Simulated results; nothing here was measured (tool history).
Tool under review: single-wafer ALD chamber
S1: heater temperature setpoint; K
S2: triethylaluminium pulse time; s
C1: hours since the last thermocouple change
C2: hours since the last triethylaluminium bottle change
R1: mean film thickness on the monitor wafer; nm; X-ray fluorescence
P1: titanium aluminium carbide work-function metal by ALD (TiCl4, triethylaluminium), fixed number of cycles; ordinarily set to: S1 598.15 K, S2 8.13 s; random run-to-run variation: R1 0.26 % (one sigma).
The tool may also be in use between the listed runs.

Run 1, hour 4.3: S1 598.15 K, S2 8.13 s; C1 453.0; C2 245.4. Result: R1 2.1398 nm.
Run 2, hour 10.9: S1 598.15 K, S2 8.13 s; C1 459.6; C2 252.0. Result: R1 2.1415 nm.
Run 3, hour 15.0: S1 617.15 K, S2 10.34 s; C1 463.7; C2 256.1. Result: R1 2.3709 nm.
Run 4, hour 19.4: S1 598.15 K, S2 12.90 s; C1 468.1; C2 260.5. Result: R1 2.2449 nm.
Run 5, hour 23.6: S1 622.15 K, S2 8.13 s; C1 472.3; C2 264.7. Result: R1 2.3416 nm.
Run 6, hour 27.8: S1 598.15 K, S2 8.13 s; C1 476.5; C2 268.9. Result: R1 2.1298 nm.
Run 7, hour 32.4: S1 622.15 K, S2 12.51 s; C1 481.1; C2 273.5. Result: R1 2.4608 nm.
Run 8, hour 36.1: S1 598.15 K, S2 8.13 s; C1 484.8; C2 277.2. Result: R1 2.1287 nm.
Run 9, hour 39.2: S1 598.15 K, S2 4.10 s; C1 487.9; C2 280.3. Result: R1 1.7116 nm.
Run 10, hour 42.6: S1 574.15 K, S2 8.13 s; C1 491.3; C2 283.7. Result: R1 1.9240 nm.
Run 11, hour 46.2: S1 598.15 K, S2 8.13 s; C1 494.9; C2 287.3. Result: R1 2.1319 nm.
Run 12, hour 52.6: S1 598.15 K, S2 8.13 s; C1 501.3; C2 293.7. Result: R1 2.1340 nm.
Run 13, hour 58.5: S1 598.15 K, S2 8.13 s; C1 507.2; C2 299.6. Result: R1 2.1265 nm.
Run 14, hour 62.0: S1 598.15 K, S2 8.13 s; C1 510.7; C2 303.1. Result: R1 2.1151 nm.
Run 15, hour 66.6: S1 598.15 K, S2 8.13 s; C1 515.3; C2 307.7. Result: R1 2.1158 nm.
Run 16, hour 72.6: S1 598.15 K, S2 8.13 s; C1 521.3; C2 313.7. Result: R1 2.1023 nm.
Run 17, hour 79.5: S1 598.15 K, S2 8.13 s; C1 528.2; C2 320.6. Result: R1 2.0891 nm.
Run 18, hour 84.6: S1 598.15 K, S2 8.13 s; C1 533.3; C2 325.7. Result: R1 2.0817 nm.
Run 19, hour 89.1: S1 598.15 K, S2 8.13 s; C1 537.8; C2 330.2. Result: R1 2.0847 nm.
Run 20, hour 93.5: S1 598.15 K, S2 8.13 s; C1 542.2; C2 334.6. Result: R1 2.0891 nm.

P1 has crept away from where it was. The log is fitted equally well by each of these 2 causes, at the sizes shown:
A: wafer temperature below the value expected at the setpoint (K) = 5.06
B: triethylaluminium dose below that of a fresh bottle (%) = 9.69
The creep began at about hour 58.5.

Of the 4 check runs listed below, each run on one wafer and each result written as a question mark, which would let you distinguish the listed causes because they would give clearly different results?
Run check 1, hour 97.9: S1 607.15 K, S2 8.13 s. Result: R1 ?.
Run check 2, hour 97.9: S1 579.15 K, S2 8.13 s. Result: R1 ?.
Run check 3, hour 97.9: S1 589.15 K, S2 8.13 s. Result: R1 ?.
Run check 4, hour 97.9: S1 621.15 K, S2 5.16 s. Result: R1 ?.

Outcome of each check run for each possible cause:
  check  result    if A    if B
check 1      R1  2.1654  2.1641
check 2      R1  1.9290  1.9316
check 3      R1  2.0129  2.0142
check 4      R1  2.0222  1.9820
Separation of the two closest causes in each check, using whichever result separates them best: check 1 0.06 %; check 2 0.14 %; check 3 0.06 %; check 4 2.01 %
Check 4 tells the causes apart: in the others they would give nearly the same result.

Then check 4 was run and gave: R1 1.9817 nm. Which cause is it?

B is the cause: triethylaluminium dose below that of a fresh bottle (%).
